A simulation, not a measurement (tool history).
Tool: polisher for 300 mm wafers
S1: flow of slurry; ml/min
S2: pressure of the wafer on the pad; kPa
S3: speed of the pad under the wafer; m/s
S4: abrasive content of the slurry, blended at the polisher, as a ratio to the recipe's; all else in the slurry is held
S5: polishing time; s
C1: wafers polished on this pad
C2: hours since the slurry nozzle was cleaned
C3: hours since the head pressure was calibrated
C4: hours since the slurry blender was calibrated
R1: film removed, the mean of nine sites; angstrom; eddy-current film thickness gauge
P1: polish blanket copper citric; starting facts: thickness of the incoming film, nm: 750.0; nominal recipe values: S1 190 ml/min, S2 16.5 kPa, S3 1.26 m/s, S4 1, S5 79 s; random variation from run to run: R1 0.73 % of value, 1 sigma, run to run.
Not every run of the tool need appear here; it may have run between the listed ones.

run   hour   S1    S2    S3    S4   S5    C1     C2      C3     C4      R1
  1    5.9  190  16.5  1.26     1   79   188  353.5   925.2  305.2  2105.9
  2   12.1  240  16.5  1.26     1   79   236  359.7   931.4  311.4  2138.6
  3   22.8  190   8.3  1.26     1   79   319  370.4   942.1  322.1  1065.5
  4   29.8  190  16.5  1.26     1   79   373  377.4   949.1  329.1  2082.3
  5   36.6  235  16.5  0.84     1   79   425  384.2   955.9  335.9  1446.5
  6   47.6  190  16.5  1.26     1   79   510  395.2   966.9  346.9    2104
  7   54.5  190  16.5  1.26     1   79   564  402.1   973.8  353.8  2104.2
  8   66.1  190  16.5  1.26     1   79   653  413.7   985.4  365.4  2067.2
  9   75.3  190  16.5  1.92     1   79   724  422.9   994.6  374.6  3165.2
 10   81.4  190  22.8  1.26     1   79   771    429  1000.7  380.7    2826
 11   92.3  190  16.5  1.26  1.35   79   855  439.9  1011.6  391.6  2181.1
 12    102  190  16.5  1.26     1  124   930  449.6  1021.3  401.3    3270
 13  114.7  190  16.5  1.26     1   79  1028  462.3    1034    414    2068
     126.3  -- slurry blender recalibrated
 14  127.1  190  16.5  1.26  0.55   79  1124  474.7  1046.4    0.9  1853.9
 15  134.1  190  16.5  0.56     1   79  1178  481.7  1053.4    7.9  961.88
 16  142.9  115  16.5  1.26     1  110  1246  490.5  1062.2   16.7  2649.3
 17  151.5  115  16.5  1.26     1   79  1312  499.1  1070.8   25.3  1877.1
 18  163.9  190  16.5  1.26     1   79  1408  511.5  1083.2   37.7    2076
 19  170.1  190  16.5  1.26     1   57  1456  517.7  1089.4   43.9  1511.8
 20  181.9  190  16.5  1.26     1   79  1547  529.5  1101.2   55.7  2069.5
 21  190.8  190  16.5  1.26     1   79  1616  538.4  1110.1   64.6  2074.7
 22  196.9  190  16.5  1.26     1   79  1663  544.5  1116.2   70.7  2025.5
 23  206.9  190  16.5  1.26     1   79  1740  554.5  1126.2   80.7  2010.8
 24  213.7  190  16.5  1.26     1   79  1792  561.3    1133   87.5  2025.2
 25  226.2  190  16.5  1.26     1   79  1889  573.8  1145.5    100  2002.8
       232  -- worn pad replaced by a new one
 26  235.6  190  16.5  1.26     1   79    27  583.2  1154.9  109.4  1952.8
 27  246.5  190  16.5  1.26     1   79   111  594.1  1165.8  120.3  1997.1
     246.8  -- slurry blender recalibrated
 28  253.7  190  16.5  1.26     1   79   167  601.3    1173    6.9  1974.4
 29  261.8  190  16.5  1.26     1   79   230  609.4  1181.1     15  1965.7
 30  272.8  190  16.5  1.26     1   79   314  620.4  1192.1     26  1965.3
 31  284.9  190  16.5  1.26     1   79   408  632.5  1204.2   38.1  1988.7

Compared with where it was, what P1 gives has crept away. Each cause listed below fits the log as well as the rest, at the size given for it:
A: head's pressure below its setpoint, % = 5.47
B: slurry flow missing at the pad, % = 28.8
The process output started creeping at around hour 181.9.
Other possible causes, and why each is ruled out:
removal rate lost through wear of the pad, %: serviced at hour 232, after the change had begun; the process did not return to its earlier output
abrasive missing from the slurry, %: serviced at hour 246.8, after the change had begun; the process did not return to its earlier output

4 check runs are offered, each on 3 wafers whose results are averaged, their results left as question marks. Which one tells the causes apart?
check 1   297  190     9  1.26     1  79                   ?
check 2   297  115  16.5  0.88     1  79                   ?
check 3   297  190  16.5   1.9  1.35  79                   ?
check 4   297  190  10.3  0.86     1  79                   ?

Check results expected under each cause:
  check  result    if A    if B
check 1      R1  1087.5  1086.3
check 2      R1  1271.2  1231.1
check 3      R1  3137.9  3139.4
check 4      R1  867.02   865.5
Smallest distance between any two causes, each pair judged by its most separating result, in per cent: check 1 0.11 %; check 2 3.21 %; check 3 0.05 %; check 4 0.18 %
Check 2 tells the causes apart: in the others they would give nearly the same result.

Running check 2 produced the following: R1 1226.3 angstrom. Which one of the listed causes fits?

The cause is B: slurry flow missing at the pad, %.

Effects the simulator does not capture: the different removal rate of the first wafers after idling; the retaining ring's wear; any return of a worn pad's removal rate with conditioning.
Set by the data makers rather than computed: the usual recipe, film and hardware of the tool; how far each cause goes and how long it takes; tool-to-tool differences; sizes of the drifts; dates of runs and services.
